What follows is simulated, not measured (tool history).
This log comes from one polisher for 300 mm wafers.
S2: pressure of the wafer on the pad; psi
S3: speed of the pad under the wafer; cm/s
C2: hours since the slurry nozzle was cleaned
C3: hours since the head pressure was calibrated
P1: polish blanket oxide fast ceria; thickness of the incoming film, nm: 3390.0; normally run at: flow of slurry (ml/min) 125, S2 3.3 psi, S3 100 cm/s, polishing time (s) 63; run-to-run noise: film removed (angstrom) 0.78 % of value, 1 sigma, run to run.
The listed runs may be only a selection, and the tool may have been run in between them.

Run 1, hour 15.4: flow of slurry (ml/min) 125, S2 3.3 psi, S3 100 cm/s, polishing time (s) 63; wafers polished on this pad 912; C2 166.3; C3 230.1. Result: film removed (angstrom) 12592.0.
Run 2, hour 29.8: flow of slurry (ml/min) 125, S2 3.3 psi, S3 136 cm/s, polishing time (s) 63; wafers polished on this pad 1080; C2 180.7; C3 244.5. Result: film removed (angstrom) 17078.0.
Run 3, hour 41.7: flow of slurry (ml/min) 125, S2 3.3 psi, S3 100 cm/s, polishing time (s) 63; wafers polished on this pad 1219; C2 192.6; C3 256.4. Result: film removed (angstrom) 12516.0.
Run 4, hour 54.7: flow of slurry (ml/min) 125, S2 3.3 psi, S3 100 cm/s, polishing time (s) 63; wafers polished on this pad 1371; C2 205.6; C3 269.4. Result: film removed (angstrom) 12412.0.
At hour 59.0: slurry nozzle cleaned.
Run 5, hour 63.1: flow of slurry (ml/min) 200, S2 3.3 psi, S3 100 cm/s, polishing time (s) 63; wafers polished on this pad 1469; C2 4.2; C3 277.8. Result: film removed (angstrom) 13502.0.
Run 6, hour 73.2: flow of slurry (ml/min) 125, S2 3.3 psi, S3 100 cm/s, polishing time (s) 63; wafers polished on this pad 1587; C2 14.3; C3 287.9. Result: film removed (angstrom) 12501.0.
Run 7, hour 84.4: flow of slurry (ml/min) 125, S2 5.2 psi, S3 130 cm/s, polishing time (s) 63; wafers polished on this pad 1718; C2 25.5; C3 299.1. Result: film removed (angstrom) 25915.0.
Run 8, hour 96.7: flow of slurry (ml/min) 125, S2 3.3 psi, S3 100 cm/s, polishing time (s) 90; wafers polished on this pad 1862; C2 37.8; C3 311.4. Result: film removed (angstrom) 18114.0.
Run 9, hour 107.0: flow of slurry (ml/min) 185, S2 3.3 psi, S3 100 cm/s, polishing time (s) 36; wafers polished on this pad 1983; C2 48.1; C3 321.7. Result: film removed (angstrom) 7634.2.
Run 10, hour 115.3: flow of slurry (ml/min) 125, S2 3.3 psi, S3 100 cm/s, polishing time (s) 63; wafers polished on this pad 2080; C2 56.4; C3 330.0. Result: film removed (angstrom) 12485.0.
Run 11, hour 129.5: flow of slurry (ml/min) 125, S2 1.5 psi, S3 100 cm/s, polishing time (s) 63; wafers polished on this pad 2246; C2 70.6; C3 344.2. Result: film removed (angstrom) 5691.8.
Run 12, hour 139.7: flow of slurry (ml/min) 125, S2 3.3 psi, S3 100 cm/s, polishing time (s) 30; wafers polished on this pad 2365; C2 80.8; C3 354.4. Result: film removed (angstrom) 5949.5.
Run 13, hour 153.8: flow of slurry (ml/min) 125, S2 3.3 psi, S3 54 cm/s, polishing time (s) 63; wafers polished on this pad 2530; C2 94.9; C3 368.5. Result: film removed (angstrom) 6761.6.
Run 14, hour 161.7: flow of slurry (ml/min) 75, S2 3.3 psi, S3 100 cm/s, polishing time (s) 63; wafers polished on this pad 2622; C2 102.8; C3 376.4. Result: film removed (angstrom) 10825.0.
Run 15, hour 172.7: flow of slurry (ml/min) 125, S2 5.1 psi, S3 100 cm/s, polishing time (s) 63; wafers polished on this pad 2751; C2 113.8; C3 387.4. Result: film removed (angstrom) 19280.0.
Run 16, hour 187.5: flow of slurry (ml/min) 170, S2 3.3 psi, S3 100 cm/s, polishing time (s) 83; wafers polished on this pad 2924; C2 128.6; C3 402.2. Result: film removed (angstrom) 17234.0.
Run 17, hour 201.1: flow of slurry (ml/min) 125, S2 3.3 psi, S3 100 cm/s, polishing time (s) 63; wafers polished on this pad 3083; C2 142.2; C3 415.8. Result: film removed (angstrom) 12496.0.
Run 18, hour 208.8: flow of slurry (ml/min) 125, S2 3.3 psi, S3 100 cm/s, polishing time (s) 63; wafers polished on this pad 3173; C2 149.9; C3 423.5. Result: film removed (angstrom) 12472.0.
Run 19, hour 219.9: flow of slurry (ml/min) 125, S2 3.3 psi, S3 100 cm/s, polishing time (s) 63; wafers polished on this pad 3303; C2 161.0; C3 434.6. Result: film removed (angstrom) 12122.0.
Run 20, hour 228.9: flow of slurry (ml/min) 125, S2 3.3 psi, S3 100 cm/s, polishing time (s) 63; wafers polished on this pad 3408; C2 170.0; C3 443.6. Result: film removed (angstrom) 11752.0.
Run 21, hour 236.7: flow of slurry (ml/min) 125, S2 3.3 psi, S3 100 cm/s, polishing time (s) 63; wafers polished on this pad 3499; C2 177.8; C3 451.4. Result: film removed (angstrom) 11643.0.
Run 22, hour 252.1: flow of slurry (ml/min) 125, S2 3.3 psi, S3 100 cm/s, polishing time (s) 63; wafers polished on this pad 3680; C2 193.2; C3 466.8. Result: film removed (angstrom) 11689.0.
At hour 256.1: worn pad replaced by a new one.
Run 23, hour 266.6: flow of slurry (ml/min) 125, S2 3.3 psi, S3 100 cm/s, polishing time (s) 63; wafers polished on this pad 123; C2 207.7; C3 481.3. Result: film removed (angstrom) 11699.0.

Run 24 comes next. What will it give?
Run 24, hour 281.3: flow of slurry (ml/min) 125, S2 3.3 psi, S3 100 cm/s, polishing time (s) 63; wafers polished on this pad 295; C2 222.4; C3 496.0. Result: film removed (angstrom) ?.

{"run 24": {"film removed (angstrom)": 11646.0}}
